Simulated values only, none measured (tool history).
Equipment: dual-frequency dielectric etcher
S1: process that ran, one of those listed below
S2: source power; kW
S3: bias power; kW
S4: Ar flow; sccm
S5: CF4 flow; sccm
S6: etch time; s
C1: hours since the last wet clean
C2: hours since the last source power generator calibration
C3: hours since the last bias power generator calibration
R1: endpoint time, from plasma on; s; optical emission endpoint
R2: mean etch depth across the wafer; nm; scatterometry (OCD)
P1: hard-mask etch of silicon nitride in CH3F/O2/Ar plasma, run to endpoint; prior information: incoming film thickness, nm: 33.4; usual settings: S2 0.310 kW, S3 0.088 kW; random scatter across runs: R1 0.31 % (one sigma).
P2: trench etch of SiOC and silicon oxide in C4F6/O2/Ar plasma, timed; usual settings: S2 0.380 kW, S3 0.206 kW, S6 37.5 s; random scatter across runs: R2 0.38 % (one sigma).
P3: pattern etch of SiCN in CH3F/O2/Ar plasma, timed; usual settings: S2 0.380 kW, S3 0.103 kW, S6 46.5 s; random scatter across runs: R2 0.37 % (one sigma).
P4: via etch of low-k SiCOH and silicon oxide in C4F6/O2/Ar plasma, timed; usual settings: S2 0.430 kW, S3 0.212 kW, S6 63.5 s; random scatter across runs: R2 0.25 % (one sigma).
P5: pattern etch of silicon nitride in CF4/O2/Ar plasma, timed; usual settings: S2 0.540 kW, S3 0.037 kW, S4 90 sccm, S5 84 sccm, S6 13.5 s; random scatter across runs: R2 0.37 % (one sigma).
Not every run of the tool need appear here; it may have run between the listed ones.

run	hour	S1	S2	S3	S4	S5	S6	C1	C2	C3	R1	R2
1	7.6	P1	0.310	0.088				142.9	2905.2	818.2	48.620	
2	14.9	P1	0.310	0.088				150.2	2912.5	825.5	48.539	
3	24.6	P1	0.230	0.067				159.9	2922.2	835.2	60.074	
4	32.4	P5	0.540	0.037	62	84	13.5	167.7	2930.0	843.0		25.184
5	38.6	P5	0.540	0.037	90	84	13.5	173.9	2936.2	849.2		24.058
6	47.3	P5	0.540	0.024	90	84	13.5	182.6	2944.9	857.9		20.600
7	56.7	P4	0.600	0.212			63.5	192.0	2954.3	867.3		203.960
8	64.6	P4	0.430	0.212			83.0	199.9	2962.2	875.2		235.090
9	76.0	P1	0.410	0.088				211.3	2973.6	886.6	43.830	
10	88.0	P2	0.380	0.206			23.5	223.3	2985.6	898.6		46.367
11	97.0	P1	0.310	0.088				232.3	2994.6	907.6	48.657	
12	104.7	P5	0.770	0.037	90	84	13.5	240.0	3002.3	915.3		32.606
13	117.1	P1	0.310	0.088				252.4	3014.7	927.7	48.478	
14	126.7	P5	0.540	0.037	90	102	13.5	262.0	3024.3	937.3		24.672
15	133.6	P2	0.220	0.206			37.5	268.9	3031.2	944.2		60.707
16	141.4	P2	0.380	0.206			37.5	276.7	3039.0	952.0		74.374
17	149.6	P3	0.380	0.063			46.5	284.9	3047.2	960.2		16.847
18	159.4	P3	0.450	0.103			46.5	294.7	3057.0	970.0		21.158
19	167.2	P4	0.430	0.296			63.5	302.5	3064.8	977.8		201.610
20	175.1	P1	0.410	0.113				310.4	3072.7	985.7	40.015	
21	185.4	P3	0.380	0.103			25.5	320.7	3083.0	996.0		10.971
22	197.9	P1	0.310	0.058				333.2	3095.5	1008.5	56.183	
23	205.3	P2	0.380	0.206			37.5	340.6	3102.9	1015.9		74.737
24	212.8	P3	0.380	0.103			46.5	348.1	3110.4	1023.4		19.973
25	224.1	P5	0.540	0.037	90	84	16.5	359.4	3121.7	1034.7		29.222
26	233.3	P4	0.430	0.212			63.5	368.6	3130.9	1043.9		179.620
27	244.2	P4	0.430	0.212			63.5	379.5	3141.8	1054.8		179.810
28	250.0	P1	0.190	0.088				385.3	3147.6	1060.6	58.427	
29	256.4	P1	0.370	0.062				391.7	3154.0	1067.0	51.413	
30	267.5	P1	0.310	0.088				402.8	3165.1	1078.1	48.391	
31	277.0	P2	0.380	0.247			37.5	412.3	3174.6	1087.6		78.944
32	283.0	P1	0.310	0.104				418.3	3180.6	1093.6	45.534	
33	289.6	P1	0.310	0.088				424.9	3187.2	1100.2	48.836	
34	299.8	P1	0.310	0.088				435.1	3197.4	1110.4	49.125	
35	306.6	P1	0.310	0.088				441.9	3204.2	1117.2	49.218	
# hour 311.0: wet clean of the chamber
36	315.2	P1	0.310	0.088				4.2	3212.8	1125.8	49.126	
37	324.9	P1	0.310	0.088				13.9	3222.5	1135.5	49.224	
38	333.9	P1	0.310	0.088				22.9	3231.5	1144.5	49.421	
39	346.3	P1	0.310	0.088				35.3	3243.9	1156.9	49.548	

What P1 gives has crept off from where it sat before. The 2 causes that follow fit the log equally well, each at the size noted:
A: bias power that arrives under what is set, % = 4.18
B: source power that arrives under what is set, % = 4.07
Onset of the creep was near hour 289.6.
Other possible causes, and why each is ruled out:
chamber walls in a state that lowers the etch rate, %: work on it at hour 311.0, done after the drift set in, did not restore what the process gave before

Consider the 4 check runs below, whose results appear as question marks and each of which averages 2 wafers. Which one distinguishes the causes, in that each cause would give it a clearly different result?
check 1	358.7	P2	0.380	0.206			37.5					?
check 2	358.7	P3	0.380	0.103			46.5					?
check 3	358.7	P5	0.540	0.037	90	84	13.5					?
check 4	358.7	P4	0.430	0.212			63.5					?

How each check would come out, cause by cause:
check	result	if A	if B
check 1	R2	73.361	73.205
check 2	R2	19.691	19.709
check 3	R2	23.582	23.078
check 4	R2	176.960	176.570
Smallest distance between any two causes, each pair judged by its most separating result, in per cent: check 1 0.21 %; check 2 0.09 %; check 3 2.16 %; check 4 0.22 %
Check 3 is the one run that separates the causes; every other check would come out nearly the same whichever cause is at work.

Check 3 was then run and gave: R2 23.062 nm. Which cause is it?

B is the cause: source power that arrives under what is set, %.
